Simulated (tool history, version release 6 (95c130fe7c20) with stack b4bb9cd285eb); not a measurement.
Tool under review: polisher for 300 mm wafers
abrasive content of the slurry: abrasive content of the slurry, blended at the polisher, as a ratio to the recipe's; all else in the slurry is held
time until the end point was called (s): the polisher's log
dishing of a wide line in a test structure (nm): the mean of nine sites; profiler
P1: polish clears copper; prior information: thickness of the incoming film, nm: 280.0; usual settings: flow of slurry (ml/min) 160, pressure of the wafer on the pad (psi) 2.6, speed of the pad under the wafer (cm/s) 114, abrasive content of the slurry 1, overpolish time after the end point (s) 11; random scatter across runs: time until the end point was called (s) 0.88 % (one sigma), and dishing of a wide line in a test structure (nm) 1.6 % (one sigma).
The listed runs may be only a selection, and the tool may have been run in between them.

run,hour,flow of slurry (ml/min),pressure of the wafer on the pad (psi),speed of the pad under the wafer (cm/s),abrasive content of the slurry,overpolish time after the end point (s),wafers polished on this pad,hours since the slurry nozzle was cleaned,hours since the head pressure was calibrated,hours since the slurry blender was calibrated,time until the end point was called (s),dishing of a wide line in a test structure (nm)
1,8.8,160,2.6,114,1,11,816,146.8,207.6,101.7,109.09,19.201
2,15.5,160,2.6,114,1,11,859,153.5,214.3,108.4,108.67,19.1
3,25.1,160,2.6,114,0.65,11,920,163.1,223.9,118,118.81,17.778
4,30.5,160,1.2,114,1,11,955,168.5,229.3,123.4,239.55,9.3941
5,36.1,160,2.6,114,1,11,990,174.1,234.9,129,110.48,19.456
6,42,95,2.6,114,1,11,1028,180,240.8,134.9,122.17,17.186
7,52.1,160,2.6,114,1,23,1092,190.1,250.9,145,110.25,33.123
8,61.9,160,2.6,114,0.65,16,1155,199.9,260.7,154.8,119.56,23.604
9,71.9,160,2.6,114,1,11,1219,209.9,270.7,164.8,109.28,19.163
10,77.8,160,2.6,114,1,11,1256,215.8,276.6,170.7,109.23,19.363
# hour 78.8: worn pad replaced by a new one
11,84.7,210,2.6,114,1,11,38,222.7,283.5,177.6,106.3,19.401
12,95.8,160,2.6,180,1,11,109,233.8,294.6,188.7,68.095,27.037
13,105,160,2.6,114,1.25,11,167,243,303.8,197.9,104.25,20.351
14,110.8,160,2.6,114,1,3,204,248.8,309.6,203.7,107.37,5.737
15,120.1,160,2.6,52,1,11,264,258.1,318.9,213,239.82,9.5264
16,130.2,160,3.7,114,1,11,328,268.2,329,223.1,77.522,25.435
17,138.5,160,2.6,114,1,11,381,276.5,337.3,231.4,110.01,18.601
18,146.3,160,2.6,114,1,11,431,284.3,345.1,239.2,112.92,19.115
19,152.5,160,2.6,114,1,11,470,290.5,351.3,245.4,114.13,19.038
20,162.4,160,2.6,114,1,11,533,300.4,361.2,255.3,115.61,18.503
# hour 165.7: head pressure recalibrated
# hour 169.6: worn pad replaced by a new one
21,171.1,160,2.6,114,1,11,9,309.1,5.4,264,117.3,17.645
22,176.8,160,2.6,114,1,11,45,314.8,11.1,269.7,116.63,18.279
23,184.4,160,2.6,114,1,11,94,322.4,18.7,277.3,116.88,17.846
24,190.8,160,2.6,114,1,11,135,328.8,25.1,283.7,116.21,18.038
25,198.5,160,2.6,114,1,11,184,336.5,32.8,291.4,118.54,18.284

What P1 gives has crept off from where it sat before. The 2 causes that follow fit the log equally well, each at the size noted:
A: abrasive missing from the slurry, % = 29.5
B: slurry flow missing at the pad, % = 31.4
At approximately hour 138.5, the process output began to creep.
What rules out each remaining cause:
removal rate lost through wear of the pad, %: serviced at hour 169.6, after the change had begun; the process did not return to its earlier output
head's pressure below its setpoint, %: serviced at hour 165.7, after the change had begun; the process did not return to its earlier output

Consider the 4 check runs below, whose results appear as question marks and each of which averages 3 wafers. Which one distinguishes the causes, in that each cause would give it a clearly different result?
check 1,206.2,160,2.6,66,1,22,,,,,?,?
check 2,206.2,95,2.6,52,1,11,,,,,?,?
check 3,206.2,160,2.1,114,1,3,,,,,?,?
check 4,206.2,160,1.3,114,1,21,,,,,?,?

What each check would give under each cause:
check,result,if A,if B
check 1,time until the end point was called (s),203.72,203.74
check 1,dishing of a wide line in a test structure (nm),20.249,20.248
check 2,time until the end point was called (s),288.29,300.88
check 2,dishing of a wide line in a test structure (nm),8.0038,7.6891
check 3,time until the end point was called (s),146.03,146.04
check 3,dishing of a wide line in a test structure (nm),4.4315,4.4312
check 4,time until the end point was called (s),235.89,235.91
check 4,dishing of a wide line in a test structure (nm),16.894,16.893
Minimum pairwise separation of causes per check, each pair taken at its best-separating result: check 1 0.01 %; check 2 4.27 %; check 3 0.01 %; check 4 0.01 %
The other checks would show nearly matching results whichever cause is true, so check 2 is the only one that separates the causes.

Running check 2 produced the following: time until the end point was called (s) 301.9; dishing of a wide line in a test structure (nm) 7.8018. Which one of the listed causes fits?

The cause is B: slurry flow missing at the pad, %.
